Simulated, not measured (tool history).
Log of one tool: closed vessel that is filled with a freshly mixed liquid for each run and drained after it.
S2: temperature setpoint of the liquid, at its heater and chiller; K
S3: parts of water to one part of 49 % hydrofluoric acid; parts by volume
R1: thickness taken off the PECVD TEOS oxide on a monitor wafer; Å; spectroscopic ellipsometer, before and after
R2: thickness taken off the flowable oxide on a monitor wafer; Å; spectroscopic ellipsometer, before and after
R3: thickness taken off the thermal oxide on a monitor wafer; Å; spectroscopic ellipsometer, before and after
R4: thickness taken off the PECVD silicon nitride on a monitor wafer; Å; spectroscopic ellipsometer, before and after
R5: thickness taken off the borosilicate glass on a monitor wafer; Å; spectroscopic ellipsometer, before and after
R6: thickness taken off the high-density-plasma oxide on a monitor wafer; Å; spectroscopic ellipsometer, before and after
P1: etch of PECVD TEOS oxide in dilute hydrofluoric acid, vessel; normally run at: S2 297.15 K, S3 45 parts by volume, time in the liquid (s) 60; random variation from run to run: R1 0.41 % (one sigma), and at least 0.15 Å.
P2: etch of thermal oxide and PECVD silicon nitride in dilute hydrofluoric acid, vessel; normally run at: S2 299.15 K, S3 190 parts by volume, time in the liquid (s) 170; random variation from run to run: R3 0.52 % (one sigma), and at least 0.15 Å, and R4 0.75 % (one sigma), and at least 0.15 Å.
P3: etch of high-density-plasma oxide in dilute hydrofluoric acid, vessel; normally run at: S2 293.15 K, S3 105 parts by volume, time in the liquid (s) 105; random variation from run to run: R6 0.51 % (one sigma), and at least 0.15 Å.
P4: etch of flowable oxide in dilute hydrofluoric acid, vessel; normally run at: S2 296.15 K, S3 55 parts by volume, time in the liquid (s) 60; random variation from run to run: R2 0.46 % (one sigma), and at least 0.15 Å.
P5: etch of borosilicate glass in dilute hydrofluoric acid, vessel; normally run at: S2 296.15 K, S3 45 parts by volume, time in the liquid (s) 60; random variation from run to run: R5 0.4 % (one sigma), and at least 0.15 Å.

Run 1, hour 8.9: process that ran P1, S2 297.15 K, S3 45 parts by volume, time in the liquid (s) 60. Result: R1 164.66 Å.
Run 2, hour 19.1: process that ran P4, S2 296.15 K, S3 80 parts by volume, time in the liquid (s) 60. Result: R2 303.16 Å.
Run 3, hour 25.1: process that ran P1, S2 297.15 K, S3 45 parts by volume, time in the liquid (s) 105. Result: R1 286.53 Å.
Run 4, hour 30.8: process that ran P1, S2 290.15 K, S3 20 parts by volume, time in the liquid (s) 60. Result: R1 284.08 Å.
Run 5, hour 41.5: process that ran P2, S2 299.15 K, S3 190 parts by volume, time in the liquid (s) 170. Result: R3 44.282 Å, R4 37.411 Å.
Run 6, hour 53.1: process that ran P5, S2 296.15 K, S3 60 parts by volume, time in the liquid (s) 60. Result: R5 306.29 Å.
Run 7, hour 62.5: process that ran P5, S2 291.65 K, S3 45 parts by volume, time in the liquid (s) 60. Result: R5 346.35 Å.
Run 8, hour 73.2: process that ran P1, S2 297.15 K, S3 20 parts by volume, time in the liquid (s) 60. Result: R1 383.06 Å.
Run 9, hour 81.5: process that ran P1, S2 302.65 K, S3 45 parts by volume, time in the liquid (s) 60. Result: R1 204.15 Å.
Run 10, hour 90.6: process that ran P1, S2 297.15 K, S3 45 parts by volume, time in the liquid (s) 60. Result: R1 164.35 Å.
Run 11, hour 96.4: process that ran P1, S2 297.15 K, S3 45 parts by volume, time in the liquid (s) 60. Result: R1 165.01 Å.
Run 12, hour 104.6: process that ran P3, S2 293.15 K, S3 105 parts by volume, time in the liquid (s) 105. Result: R6 43.428 Å.
Run 13, hour 116.7: process that ran P4, S2 299.65 K, S3 55 parts by volume, time in the liquid (s) 60. Result: R2 524.61 Å.
Run 14, hour 127.5: process that ran P1, S2 290.15 K, S3 45 parts by volume, time in the liquid (s) 30. Result: R1 61.211 Å.
Run 15, hour 136.1: process that ran P2, S2 299.15 K, S3 190 parts by volume, time in the liquid (s) 245. Result: R3 63.23 Å, R4 53.674 Å.
Run 16, hour 147.6: process that ran P1, S2 297.15 K, S3 45 parts by volume, time in the liquid (s) 60. Result: R1 165.18 Å.
Run 17, hour 157.7: process that ran P4, S2 296.15 K, S3 55 parts by volume, time in the liquid (s) 90. Result: R2 675.12 Å.
Run 18, hour 165.3: process that ran P1, S2 297.15 K, S3 45 parts by volume, time in the liquid (s) 60. Result: R1 164.76 Å.
Run 19, hour 173.1: process that ran P1, S2 292.65 K, S3 45 parts by volume, time in the liquid (s) 60. Result: R1 136.61 Å.
Run 20, hour 182.3: process that ran P4, S2 296.15 K, S3 55 parts by volume, time in the liquid (s) 60. Result: R2 454.79 Å.
Run 21, hour 192.2: process that ran P2, S2 305.65 K, S3 190 parts by volume, time in the liquid (s) 170. Result: R3 55.205 Å, R4 55.322 Å.
Run 22, hour 203.6: process that ran P5, S2 296.15 K, S3 45 parts by volume, time in the liquid (s) 60. Result: R5 412.62 Å.
Run 23, hour 212.2: process that ran P1, S2 297.15 K, S3 45 parts by volume, time in the liquid (s) 60. Result: R1 164.11 Å.
Run 24, hour 221.4: process that ran P1, S2 297.15 K, S3 45 parts by volume, time in the liquid (s) 60. Result: R1 164.02 Å.
Run 25, hour 227.9: process that ran P3, S2 293.15 K, S3 105 parts by volume, time in the liquid (s) 105. Result: R6 44.083 Å.
Run 26, hour 238.3: process that ran P5, S2 296.15 K, S3 45 parts by volume, time in the liquid (s) 30. Result: R5 208.15 Å.
Run 27, hour 244.4: process that ran P2, S2 299.15 K, S3 335 parts by volume, time in the liquid (s) 170. Result: R3 21.242 Å, R4 21.36 Å.
Run 28, hour 251.8: process that ran P3, S2 293.15 K, S3 20 parts by volume, time in the liquid (s) 105. Result: R6 253.7 Å.
Run 29, hour 257.7: process that ran P1, S2 290.15 K, S3 60 parts by volume, time in the liquid (s) 60. Result: R1 90.449 Å.
Run 30, hour 268.5: process that ran P1, S2 297.15 K, S3 45 parts by volume, time in the liquid (s) 30. Result: R1 82.601 Å.
Run 31, hour 275.2: process that ran P1, S2 297.15 K, S3 65 parts by volume, time in the liquid (s) 60. Result: R1 111.31 Å.
Run 32, hour 282.6: process that ran P3, S2 290.15 K, S3 105 parts by volume, time in the liquid (s) 105. Result: R6 38.971 Å.
Run 33, hour 289.8: process that ran P3, S2 293.15 K, S3 105 parts by volume, time in the liquid (s) 30. Result: R6 12.658 Å.
Run 34, hour 300.2: process that ran P1, S2 297.15 K, S3 45 parts by volume, time in the liquid (s) 60. Result: R1 163.64 Å.
Run 35, hour 312.9: process that ran P1, S2 297.15 K, S3 45 parts by volume, time in the liquid (s) 60. Result: R1 158.5 Å.
Run 36, hour 322.4: process that ran P1, S2 297.15 K, S3 45 parts by volume, time in the liquid (s) 60. Result: R1 156.66 Å.
Run 37, hour 331.6: process that ran P1, S2 297.15 K, S3 45 parts by volume, time in the liquid (s) 60. Result: R1 154.24 Å.
Run 38, hour 344.1: process that ran P1, S2 297.15 K, S3 45 parts by volume, time in the liquid (s) 60. Result: R1 154.26 Å.
Run 39, hour 352.6: process that ran P1, S2 297.15 K, S3 45 parts by volume, time in the liquid (s) 60. Result: R1 152.48 Å.
Run 40, hour 361.9: process that ran P1, S2 297.15 K, S3 45 parts by volume, time in the liquid (s) 60. Result: R1 150.75 Å.
Run 41, hour 372: process that ran P1, S2 297.15 K, S3 45 parts by volume, time in the liquid (s) 60. Result: R1 151.49 Å.
Run 42, hour 383.2: process that ran P1, S2 297.15 K, S3 45 parts by volume, time in the liquid (s) 60. Result: R1 151.59 Å.
Run 43, hour 392.5: process that ran P1, S2 297.15 K, S3 45 parts by volume, time in the liquid (s) 60. Result: R1 149.97 Å.
Run 44, hour 401.2: process that ran P1, S2 297.15 K, S3 45 parts by volume, time in the liquid (s) 60. Result: R1 150.19 Å.
Run 45, hour 409.1: process that ran P1, S2 297.15 K, S3 45 parts by volume, time in the liquid (s) 60. Result: R1 150.71 Å.

What P1 gives has crept away from where it was. These 2 causes fit the log equally well, each at the size given:
A: hydrofluoric acid flow below the setpoint (%) = 8.29
B: liquid colder than its thermometer reads (K) = 2.21
The creep began at about hour 300.2.

4 check runs are offered, each on 2 wafers whose results are averaged, their results left as question marks. Which one tells the causes apart?
Run check 1, hour 417: process that ran P4, S2 296.15 K, S3 55 parts by volume, time in the liquid (s) 60. Result: R2 ?.
Run check 2, hour 417: process that ran P2, S2 299.15 K, S3 190 parts by volume, time in the liquid (s) 170. Result: R3 ?, R4 ?.
Run check 3, hour 417: process that ran P5, S2 296.15 K, S3 45 parts by volume, time in the liquid (s) 60. Result: R5 ?.
Run check 4, hour 417: process that ran P3, S2 293.15 K, S3 105 parts by volume, time in the liquid (s) 105. Result: R6 ?.

What each check would give under each cause:
  check  result    if A    if B
check 1      R2  412.91  413.22
check 2      R3   39.61   40.59
check 2      R4  34.607  32.832
check 3      R5  379.18  378.82
check 4      R6  39.695  39.917
How far apart the two closest causes lie, in the result that separates them most: check 1 0.07 %; check 2 5.27 %; check 3 0.1 %; check 4 0.56 %
Only check 2 tells the causes apart: in the others they would give nearly the same result.

Check 2 was then run and gave: R3 40.307 Å; R4 32.847 Å. Which cause is it?

It is B: liquid colder than its thermometer reads (K).

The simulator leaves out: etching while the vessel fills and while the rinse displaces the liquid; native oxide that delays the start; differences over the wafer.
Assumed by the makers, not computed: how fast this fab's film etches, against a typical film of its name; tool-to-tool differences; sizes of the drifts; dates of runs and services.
